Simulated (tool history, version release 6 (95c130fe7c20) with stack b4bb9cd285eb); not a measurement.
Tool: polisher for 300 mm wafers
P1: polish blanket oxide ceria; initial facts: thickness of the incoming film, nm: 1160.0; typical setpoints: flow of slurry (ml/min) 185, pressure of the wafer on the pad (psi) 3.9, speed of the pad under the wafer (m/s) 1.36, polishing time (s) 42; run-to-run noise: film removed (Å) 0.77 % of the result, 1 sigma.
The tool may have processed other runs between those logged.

run,hour,flow of slurry (ml/min),pressure of the wafer on the pad (psi),speed of the pad under the wafer (m/s),polishing time (s),film removed (Å)
1,3.9,185,3.9,1.36,42,3678.5
2,7.3,185,3.9,0.86,42,2290.8
3,10.9,185,5.9,1.36,42,5482.6
4,13.3,185,3.9,1.36,19,1617.6
5,17.7,110,3.9,1.36,42,3304.3
6,21.0,185,3.9,1.36,42,3592.6
7,24.7,185,2.1,1.36,42,1940.9
8,28.5,185,3.9,1.36,42,3620.0
9,31.2,185,3.9,1.36,42,3624.6
10,33.5,185,3.9,1.36,42,3608.9
11,38.0,185,3.9,1.36,42,3595.8
12,42.2,245,3.9,1.36,42,3696.2
13,46.1,185,2.6,1.36,53,3036.2
14,50.7,185,3.9,1.90,42,5090.6
15,53.1,185,3.9,1.36,42,3589.7
16,57.7,110,3.9,0.64,42,1567.2
17,61.3,185,3.9,1.36,67,5729.6
18,65.7,185,3.9,1.36,42,3599.1
19,69.6,185,3.9,1.36,42,3528.7
20,72.8,185,3.9,1.36,42,3481.2
21,75.3,185,3.9,1.36,42,3461.2
22,77.5,185,3.9,1.36,42,3477.3
23,82.1,185,3.9,1.36,42,3391.5
24,84.7,185,3.9,1.36,42,3441.1
# hour 87.1: worn pad replaced by a new one
25,89.0,185,3.9,1.36,42,3431.0
26,92.0,185,3.9,1.36,42,3369.8
27,94.1,185,3.9,1.36,42,3364.7
28,98.4,185,3.9,1.36,42,3393.8
29,101.3,185,3.9,1.36,42,3404.4

What P1 gives has crept away from where it was. These 2 causes fit the log equally well, each at the size given:
A: head's pressure below its setpoint, % = 6.26
B: slurry flow missing at the pad, % = 31.5
Onset of the creep was near hour 65.7.
Ruled out, with reasons:
removal rate lost through wear of the pad, %: serviced at hour 87.1, which brought nothing back

Consider the 4 check runs below, whose results appear as question marks and each of which averages 2 wafers. Which one distinguishes the causes, in that each cause would give it a clearly different result?
check 1,104.2,185,5.2,1.36,19,?
check 2,104.2,110,3.9,1.36,42,?
check 3,104.2,185,5.3,1.86,42,?
check 4,104.2,185,2.8,1.36,24,?

What every check run would give for each of its results, assuming each possible cause in turn:
check,result,if A,if B
check 1,film removed (Å),2046.9,2046.8
check 2,film removed (Å),3085.2,2968.5
check 3,film removed (Å),6307.3,6306.9
check 4,film removed (Å),1392.2,1392.1
Minimum pairwise separation of causes per check, each pair taken at its best-separating result: check 1 0.01 %; check 2 3.85 %; check 3 0.01 %; check 4 0.01 %
Only check 2 tells the causes apart: in the others they would give nearly the same result.

With check 2 done, the readings were: film removed (Å) 2951.3. Identify which of the listed causes applies.

It is B: slurry flow missing at the pad, %.
